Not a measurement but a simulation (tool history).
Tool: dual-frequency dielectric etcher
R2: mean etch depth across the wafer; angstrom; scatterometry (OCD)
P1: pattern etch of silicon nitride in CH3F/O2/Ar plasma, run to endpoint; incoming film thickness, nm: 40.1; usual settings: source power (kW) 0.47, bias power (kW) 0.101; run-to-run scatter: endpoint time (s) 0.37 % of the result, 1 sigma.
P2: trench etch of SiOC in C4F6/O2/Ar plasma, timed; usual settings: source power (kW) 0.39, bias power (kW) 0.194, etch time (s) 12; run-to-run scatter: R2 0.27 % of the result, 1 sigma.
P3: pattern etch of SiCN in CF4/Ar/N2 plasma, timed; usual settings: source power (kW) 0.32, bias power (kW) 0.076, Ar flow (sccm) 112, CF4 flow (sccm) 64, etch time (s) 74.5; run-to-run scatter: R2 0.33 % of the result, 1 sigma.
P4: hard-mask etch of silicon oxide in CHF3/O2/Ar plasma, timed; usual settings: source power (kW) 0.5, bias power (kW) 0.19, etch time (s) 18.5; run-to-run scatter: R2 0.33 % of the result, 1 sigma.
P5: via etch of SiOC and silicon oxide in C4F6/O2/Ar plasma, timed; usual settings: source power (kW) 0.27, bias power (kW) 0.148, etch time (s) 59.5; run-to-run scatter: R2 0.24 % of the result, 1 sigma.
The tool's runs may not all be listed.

{"run": 1, "hour": 9.6, "process that ran": "P1", "source power (kW)": 0.47, "bias power (kW)": 0.101, "endpoint time (s)": 47.929}
{"run": 2, "hour": 15.3, "process that ran": "P2", "source power (kW)": 0.51, "bias power (kW)": 0.194, "etch time (s)": 12, "R2": 281.62}
{"run": 3, "hour": 24.4, "process that ran": "P5", "source power (kW)": 0.27, "bias power (kW)": 0.148, "etch time (s)": 59.5, "R2": 541.1}
{"run": 4, "hour": 35.2, "process that ran": "P1", "source power (kW)": 0.47, "bias power (kW)": 0.101, "endpoint time (s)": 47.534}
{"run": 5, "hour": 43.9, "process that ran": "P2", "source power (kW)": 0.39, "bias power (kW)": 0.147, "etch time (s)": 12, "R2": 232.34}
{"run": 6, "hour": 50.3, "process that ran": "P5", "source power (kW)": 0.27, "bias power (kW)": 0.148, "etch time (s)": 44.5, "R2": 404.54}
{"run": 7, "hour": 59.9, "process that ran": "P4", "source power (kW)": 0.5, "bias power (kW)": 0.19, "etch time (s)": 18.5, "R2": 343.64}
{"run": 8, "hour": 66.1, "process that ran": "P1", "source power (kW)": 0.36, "bias power (kW)": 0.101, "endpoint time (s)": 52.614}
{"run": 9, "hour": 77.2, "process that ran": "P1", "source power (kW)": 0.47, "bias power (kW)": 0.101, "endpoint time (s)": 47.611}
{"run": 10, "hour": 88.2, "process that ran": "P5", "source power (kW)": 0.27, "bias power (kW)": 0.148, "etch time (s)": 59.5, "R2": 540.62}
{"run": 11, "hour": 93.7, "process that ran": "P2", "source power (kW)": 0.39, "bias power (kW)": 0.194, "etch time (s)": 6.5, "R2": 137.66}
{"run": 12, "hour": 102.9, "process that ran": "P2", "source power (kW)": 0.39, "bias power (kW)": 0.194, "etch time (s)": 12, "R2": 253.53}
{"run": 13, "hour": 111.5, "process that ran": "P3", "source power (kW)": 0.32, "bias power (kW)": 0.076, "etch time (s)": 74.5, "Ar flow (sccm)": 112, "CF4 flow (sccm)": 64, "R2": 467.92}
{"run": 14, "hour": 123.8, "process that ran": "P1", "source power (kW)": 0.57, "bias power (kW)": 0.123, "endpoint time (s)": 41.352}
{"run": 15, "hour": 129.9, "process that ran": "P5", "source power (kW)": 0.17, "bias power (kW)": 0.148, "etch time (s)": 59.5, "R2": 450.73}
{"run": 16, "hour": 136.3, "process that ran": "P3", "source power (kW)": 0.26, "bias power (kW)": 0.076, "etch time (s)": 74.5, "Ar flow (sccm)": 112, "CF4 flow (sccm)": 64, "R2": 390.12}
{"run": 17, "hour": 145.9, "process that ran": "P1", "source power (kW)": 0.47, "bias power (kW)": 0.101, "endpoint time (s)": 47.536}
{"run": 18, "hour": 152.4, "process that ran": "P1", "source power (kW)": 0.58, "bias power (kW)": 0.101, "endpoint time (s)": 44.052}
{"run": 19, "hour": 160.6, "process that ran": "P1", "source power (kW)": 0.57, "bias power (kW)": 0.081, "endpoint time (s)": 48.117}
{"run": 20, "hour": 166.1, "process that ran": "P4", "source power (kW)": 0.5, "bias power (kW)": 0.147, "etch time (s)": 18.5, "R2": 315.95}
{"run": 21, "hour": 176.0, "process that ran": "P4", "source power (kW)": 0.5, "bias power (kW)": 0.19, "etch time (s)": 18.5, "R2": 343.42}
{"run": 22, "hour": 183.8, "process that ran": "P3", "source power (kW)": 0.32, "bias power (kW)": 0.076, "etch time (s)": 74.5, "Ar flow (sccm)": 112, "CF4 flow (sccm)": 64, "R2": 466.93}
{"run": 23, "hour": 193.8, "process that ran": "P4", "source power (kW)": 0.3, "bias power (kW)": 0.19, "etch time (s)": 18.5, "R2": 284.61}
{"run": 24, "hour": 203.4, "process that ran": "P3", "source power (kW)": 0.32, "bias power (kW)": 0.076, "etch time (s)": 74.5, "Ar flow (sccm)": 112, "CF4 flow (sccm)": 86, "R2": 484.53}
{"run": 25, "hour": 212.5, "process that ran": "P5", "source power (kW)": 0.27, "bias power (kW)": 0.106, "etch time (s)": 59.5, "R2": 488.47}
{"run": 26, "hour": 219.0, "process that ran": "P1", "source power (kW)": 0.56, "bias power (kW)": 0.079, "endpoint time (s)": 48.584}
{"run": 27, "hour": 230.3, "process that ran": "P1", "source power (kW)": 0.47, "bias power (kW)": 0.061, "endpoint time (s)": 56.954}
{"run": 28, "hour": 240.8, "process that ran": "P1", "source power (kW)": 0.47, "bias power (kW)": 0.122, "endpoint time (s)": 44.546}
{"run": 29, "hour": 251.0, "process that ran": "P3", "source power (kW)": 0.32, "bias power (kW)": 0.053, "etch time (s)": 74.5, "Ar flow (sccm)": 112, "CF4 flow (sccm)": 64, "R2": 410.34}
{"run": 30, "hour": 257.5, "process that ran": "P3", "source power (kW)": 0.32, "bias power (kW)": 0.076, "etch time (s)": 107.5, "Ar flow (sccm)": 112, "CF4 flow (sccm)": 64, "R2": 673.2}
{"run": 31, "hour": 268.1, "process that ran": "P1", "source power (kW)": 0.47, "bias power (kW)": 0.101, "endpoint time (s)": 47.448}
{"run": 32, "hour": 276.0, "process that ran": "P3", "source power (kW)": 0.32, "bias power (kW)": 0.076, "etch time (s)": 74.5, "Ar flow (sccm)": 82, "CF4 flow (sccm)": 64, "R2": 491.19}
{"run": 33, "hour": 285.1, "process that ran": "P4", "source power (kW)": 0.5, "bias power (kW)": 0.19, "etch time (s)": 10, "R2": 186.15}
{"run": 34, "hour": 295.4, "process that ran": "P1", "source power (kW)": 0.47, "bias power (kW)": 0.101, "endpoint time (s)": 47.75}
{"run": 35, "hour": 304.3, "process that ran": "P1", "source power (kW)": 0.47, "bias power (kW)": 0.101, "endpoint time (s)": 47.906}

Run 36 comes next. What will it give?
{"run": 36, "hour": 314.7, "process that ran": "P1", "source power (kW)": 0.47, "bias power (kW)": 0.101, "endpoint time (s)": "?"}

{"run 36": {"endpoint time (s)": 48.145}}

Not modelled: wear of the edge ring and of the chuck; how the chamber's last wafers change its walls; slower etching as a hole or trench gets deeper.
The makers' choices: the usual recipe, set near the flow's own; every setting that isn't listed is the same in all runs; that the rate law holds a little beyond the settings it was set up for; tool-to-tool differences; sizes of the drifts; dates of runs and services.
